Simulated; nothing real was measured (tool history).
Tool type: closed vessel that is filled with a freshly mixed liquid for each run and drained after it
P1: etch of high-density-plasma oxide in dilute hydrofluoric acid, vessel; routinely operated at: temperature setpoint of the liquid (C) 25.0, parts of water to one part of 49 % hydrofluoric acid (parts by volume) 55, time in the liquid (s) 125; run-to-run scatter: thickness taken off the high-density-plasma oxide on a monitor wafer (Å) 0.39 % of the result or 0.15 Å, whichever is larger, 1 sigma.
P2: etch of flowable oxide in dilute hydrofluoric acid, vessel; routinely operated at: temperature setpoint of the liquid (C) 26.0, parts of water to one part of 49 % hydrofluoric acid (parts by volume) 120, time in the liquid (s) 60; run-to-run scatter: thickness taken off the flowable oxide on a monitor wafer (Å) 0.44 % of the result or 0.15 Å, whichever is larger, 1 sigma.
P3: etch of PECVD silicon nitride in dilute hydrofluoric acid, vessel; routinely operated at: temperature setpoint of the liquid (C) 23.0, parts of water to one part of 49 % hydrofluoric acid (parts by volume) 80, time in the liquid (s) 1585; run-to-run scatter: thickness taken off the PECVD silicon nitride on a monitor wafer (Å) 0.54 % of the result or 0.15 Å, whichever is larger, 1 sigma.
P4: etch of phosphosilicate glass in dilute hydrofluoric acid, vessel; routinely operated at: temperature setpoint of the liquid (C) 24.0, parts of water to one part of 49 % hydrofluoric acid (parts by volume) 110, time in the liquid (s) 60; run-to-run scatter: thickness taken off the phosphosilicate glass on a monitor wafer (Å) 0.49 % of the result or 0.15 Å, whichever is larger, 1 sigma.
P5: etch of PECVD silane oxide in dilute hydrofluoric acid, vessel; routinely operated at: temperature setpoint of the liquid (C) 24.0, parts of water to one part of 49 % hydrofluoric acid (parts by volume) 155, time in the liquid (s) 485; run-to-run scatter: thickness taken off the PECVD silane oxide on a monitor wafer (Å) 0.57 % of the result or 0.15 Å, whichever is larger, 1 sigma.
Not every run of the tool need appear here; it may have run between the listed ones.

run	hour	process that ran	temperature setpoint of the liquid (C)	parts of water to one part of 49 % hydrofluoric acid (parts by volume)	time in the liquid (s)	thickness taken off the high-density-plasma oxide on a monitor wafer (Å)	thickness taken off the phosphosilicate glass on a monitor wafer (Å)	thickness taken off the flowable oxide on a monitor wafer (Å)	thickness taken off the PECVD silicon nitride on a monitor wafer (Å)	thickness taken off the PECVD silane oxide on a monitor wafer (Å)
1	7.4	P1	25.0	55	125	146.320				
2	16.5	P1	25.0	55	125	145.560				
3	24.6	P4	24.0	110	90		774.86			
4	31.1	P1	25.0	95	125	79.978				
5	39.1	P2	26.0	40	60			495.420		
6	45.6	P3	30.5	80	1585				541.95	
7	50.9	P1	25.0	55	125	145.530				
8	60.5	P5	24.0	155	485					443.34
9	66.1	P1	25.0	20	220	739.550				
10	76.3	P5	24.0	265	485					230.38
11	85.8	P4	24.0	110	60		519.15			
12	92.9	P1	25.0	55	65	75.250				
# hour 96.1: hydrofluoric acid flow meter replaced
13	99.2	P2	21.5	120	60			124.460		
14	107.4	P1	25.0	55	235	273.120				
15	112.1	P2	26.0	120	30			74.139		
16	120.8	P4	24.0	110	60		523.69			
17	127.2	P5	30.0	155	485					551.73
18	132.3	P3	23.0	80	1585				334.34	
19	138.3	P5	24.0	155	800					726.49
20	145.0	P4	24.0	50	60		1219.30			
21	150.4	P1	25.0	20	125	420.300				
22	155.4	P2	26.0	120	60			148.450		
23	160.1	P3	23.0	25	1585				1042.30	
24	165.1	P3	23.0	80	810				171.89	
25	171.4	P1	25.0	55	125	144.740				
26	176.5	P5	24.0	155	485					443.78
27	185.5	P4	31.5	110	60		691.30			
28	192.0	P1	25.0	55	125	144.910				
29	199.1	P1	30.0	55	125	178.260				
30	207.7	P1	21.0	55	125	124.160				
31	216.2	P2	26.0	120	60			148.880		
32	225.4	P1	25.0	55	125	145.030				
33	230.1	P1	25.0	55	125	148.500				
34	238.3	P1	25.0	55	125	151.690				
35	245.0	P1	25.0	55	125	153.400				
36	253.7	P1	25.0	55	125	155.220				
37	260.2	P1	25.0	55	125	154.500				
38	268.5	P1	25.0	55	125	155.870				
39	277.4	P1	25.0	55	125	155.900				

What P1 gives has crept away from where it was. These 2 causes fit the log equally well, each at the size given:
A: hydrofluoric acid flow above the setpoint (%) = 6.72
B: liquid hotter than its thermometer reads (K) = 1.73
The onset of the drift is placed at about hour 225.4.

Below are 4 check runs, each on a single wafer, with their results shown as question marks. Which of them would tell the listed causes apart, meaning the causes would give clearly different results under it?
check 1	286.3	P4	24.0	110	60		?			
check 2	286.3	P5	24.0	155	485					?
check 3	286.3	P2	26.0	120	60			?		
check 4	286.3	P3	23.0	80	1585				?	

Outcome of each check run for each possible cause:
check	result	if A	if B
check 1	thickness taken off the phosphosilicate glass on a monitor wafer (Å)	556.77	553.44
check 2	thickness taken off the PECVD silane oxide on a monitor wafer (Å)	476.57	471.42
check 3	thickness taken off the flowable oxide on a monitor wafer (Å)	160.070	158.660
check 4	thickness taken off the PECVD silicon nitride on a monitor wafer (Å)	355.79	374.49
Gap, in per cent, between the two causes that each check separates least, read from the result that separates them most: check 1 0.6 %; check 2 1.09 %; check 3 0.88 %; check 4 5.12 %
The other checks would show nearly matching results whichever cause is true, so check 4 is the only one that separates the causes.

The results of check 4 are: thickness taken off the PECVD silicon nitride on a monitor wafer (Å) 356.42. Based on these, which of the listed causes is it?

A is the cause: hydrofluoric acid flow above the setpoint (%).

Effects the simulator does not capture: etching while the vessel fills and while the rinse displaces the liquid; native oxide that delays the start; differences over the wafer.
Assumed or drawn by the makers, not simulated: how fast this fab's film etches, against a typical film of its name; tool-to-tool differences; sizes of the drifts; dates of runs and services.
